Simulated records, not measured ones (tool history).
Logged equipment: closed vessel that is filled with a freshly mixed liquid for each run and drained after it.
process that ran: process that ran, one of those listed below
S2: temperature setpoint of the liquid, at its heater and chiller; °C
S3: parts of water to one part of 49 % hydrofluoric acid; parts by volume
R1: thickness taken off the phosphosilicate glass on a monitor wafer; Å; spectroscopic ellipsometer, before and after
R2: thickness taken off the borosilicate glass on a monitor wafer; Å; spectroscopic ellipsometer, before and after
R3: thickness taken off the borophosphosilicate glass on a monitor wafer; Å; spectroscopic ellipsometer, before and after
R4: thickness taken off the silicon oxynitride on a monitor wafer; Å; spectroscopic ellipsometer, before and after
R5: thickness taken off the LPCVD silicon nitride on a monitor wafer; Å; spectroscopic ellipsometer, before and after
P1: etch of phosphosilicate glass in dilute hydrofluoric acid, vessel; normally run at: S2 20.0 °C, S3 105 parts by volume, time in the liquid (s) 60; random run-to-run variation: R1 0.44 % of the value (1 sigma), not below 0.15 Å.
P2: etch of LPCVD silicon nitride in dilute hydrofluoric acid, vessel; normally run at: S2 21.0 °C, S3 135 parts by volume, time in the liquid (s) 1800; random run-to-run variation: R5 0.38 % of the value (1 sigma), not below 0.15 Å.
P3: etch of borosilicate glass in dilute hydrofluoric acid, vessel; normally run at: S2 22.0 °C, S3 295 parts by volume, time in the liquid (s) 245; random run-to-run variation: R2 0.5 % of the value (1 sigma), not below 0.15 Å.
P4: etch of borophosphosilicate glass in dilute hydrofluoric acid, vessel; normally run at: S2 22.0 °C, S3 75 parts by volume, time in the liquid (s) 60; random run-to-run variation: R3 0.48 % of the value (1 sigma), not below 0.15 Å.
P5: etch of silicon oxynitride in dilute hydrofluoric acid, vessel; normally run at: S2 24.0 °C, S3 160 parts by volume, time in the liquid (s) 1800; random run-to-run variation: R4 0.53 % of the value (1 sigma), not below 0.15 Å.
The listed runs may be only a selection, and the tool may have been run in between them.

{"run": 1, "hour": 10.6, "process that ran": "P1", "S2": 20.0, "S3": 105, "time in the liquid (s)": 60, "R1": 309.08}
{"run": 2, "hour": 18.1, "process that ran": "P1", "S2": 20.0, "S3": 175, "time in the liquid (s)": 60, "R1": 172.75}
{"run": 3, "hour": 30.1, "process that ran": "P3", "S2": 22.0, "S3": 90, "time in the liquid (s)": 245, "R2": 1001.7}
{"run": 4, "hour": 41.3, "process that ran": "P1", "S2": 17.0, "S3": 105, "time in the liquid (s)": 60, "R1": 272.97}
{"run": 5, "hour": 49.7, "process that ran": "P3", "S2": 22.0, "S3": 295, "time in the liquid (s)": 40, "R2": 40.202}
{"run": 6, "hour": 59.8, "process that ran": "P1", "S2": 20.0, "S3": 30, "time in the liquid (s)": 60, "R1": 1173.3}
{"run": 7, "hour": 66.6, "process that ran": "P4", "S2": 22.0, "S3": 75, "time in the liquid (s)": 60, "R3": 504.8}
{"run": 8, "hour": 77.9, "process that ran": "P5", "S2": 19.0, "S3": 160, "time in the liquid (s)": 1800, "R4": 208.46}
{"run": 9, "hour": 83.6, "process that ran": "P1", "S2": 20.0, "S3": 105, "time in the liquid (s)": 60, "R1": 306.78}
{"run": 10, "hour": 92.7, "process that ran": "P4", "S2": 22.0, "S3": 75, "time in the liquid (s)": 30, "R3": 252.49}
{"run": 11, "hour": 100.5, "process that ran": "P1", "S2": 27.5, "S3": 105, "time in the liquid (s)": 60, "R1": 415.5}
{"run": 12, "hour": 107.6, "process that ran": "P2", "S2": 21.0, "S3": 135, "time in the liquid (s)": 1800, "R5": 60.427}
{"run": 13, "hour": 116.8, "process that ran": "P1", "S2": 20.0, "S3": 105, "time in the liquid (s)": 115, "R1": 593.74}
{"run": 14, "hour": 128.1, "process that ran": "P1", "S2": 20.0, "S3": 105, "time in the liquid (s)": 60, "R1": 308.54}
{"run": 15, "hour": 133.8, "process that ran": "P3", "S2": 17.0, "S3": 295, "time in the liquid (s)": 245, "R2": 204.4}
{"run": 16, "hour": 145.2, "process that ran": "P2", "S2": 21.0, "S3": 135, "time in the liquid (s)": 250, "R5": 8.16}
{"hour": 156.0, "done": "thermometer replaced"}
{"run": 17, "hour": 157.1, "process that ran": "P1", "S2": 17.0, "S3": 105, "time in the liquid (s)": 95, "R1": 432.31}
{"run": 18, "hour": 162.8, "process that ran": "P3", "S2": 22.0, "S3": 295, "time in the liquid (s)": 245, "R2": 246.79}
{"run": 19, "hour": 173.7, "process that ran": "P1", "S2": 20.0, "S3": 50, "time in the liquid (s)": 105, "R1": 1213.7}
{"run": 20, "hour": 181.8, "process that ran": "P5", "S2": 24.0, "S3": 160, "time in the liquid (s)": 1800, "R4": 264.41}
{"run": 21, "hour": 192.4, "process that ran": "P4", "S2": 22.0, "S3": 75, "time in the liquid (s)": 60, "R3": 498.46}
{"run": 22, "hour": 202.0, "process that ran": "P1", "S2": 20.0, "S3": 105, "time in the liquid (s)": 60, "R1": 307.74}
{"run": 23, "hour": 208.3, "process that ran": "P5", "S2": 24.0, "S3": 160, "time in the liquid (s)": 2725, "R4": 398.79}
{"run": 24, "hour": 215.0, "process that ran": "P1", "S2": 17.0, "S3": 180, "time in the liquid (s)": 60, "R1": 147.4}
{"run": 25, "hour": 220.8, "process that ran": "P1", "S2": 20.0, "S3": 105, "time in the liquid (s)": 30, "R1": 153.84}
{"run": 26, "hour": 227.9, "process that ran": "P2", "S2": 17.0, "S3": 135, "time in the liquid (s)": 1800, "R5": 45.725}
{"run": 27, "hour": 236.1, "process that ran": "P2", "S2": 21.0, "S3": 250, "time in the liquid (s)": 1800, "R5": 32.503}
{"run": 28, "hour": 243.2, "process that ran": "P5", "S2": 24.0, "S3": 230, "time in the liquid (s)": 1800, "R4": 174.64}
{"run": 29, "hour": 250.4, "process that ran": "P4", "S2": 22.0, "S3": 20, "time in the liquid (s)": 60, "R3": 2023.6}
{"run": 30, "hour": 258.4, "process that ran": "P4", "S2": 18.0, "S3": 75, "time in the liquid (s)": 60, "R3": 425.99}
{"run": 31, "hour": 263.9, "process that ran": "P2", "S2": 21.0, "S3": 135, "time in the liquid (s)": 1800, "R5": 60.085}
{"run": 32, "hour": 269.9, "process that ran": "P1", "S2": 20.0, "S3": 105, "time in the liquid (s)": 60, "R1": 306.82}
{"run": 33, "hour": 280.7, "process that ran": "P1", "S2": 20.0, "S3": 105, "time in the liquid (s)": 60, "R1": 317.42}
{"run": 34, "hour": 289.7, "process that ran": "P1", "S2": 20.0, "S3": 105, "time in the liquid (s)": 60, "R1": 323.08}
{"run": 35, "hour": 295.4, "process that ran": "P1", "S2": 20.0, "S3": 105, "time in the liquid (s)": 60, "R1": 323.82}
{"run": 36, "hour": 303.4, "process that ran": "P1", "S2": 20.0, "S3": 105, "time in the liquid (s)": 60, "R1": 326.92}
{"run": 37, "hour": 308.9, "process that ran": "P1", "S2": 20.0, "S3": 105, "time in the liquid (s)": 60, "R1": 326.93}
{"run": 38, "hour": 317.2, "process that ran": "P1", "S2": 20.0, "S3": 105, "time in the liquid (s)": 60, "R1": 326.56}

Run 39 comes next. What will it give?
{"run": 39, "hour": 323.2, "process that ran": "P1", "S2": 20.0, "S3": 105, "time in the liquid (s)": 60, "R1": "?"}

{"run 39": {"R1": 326.7}}
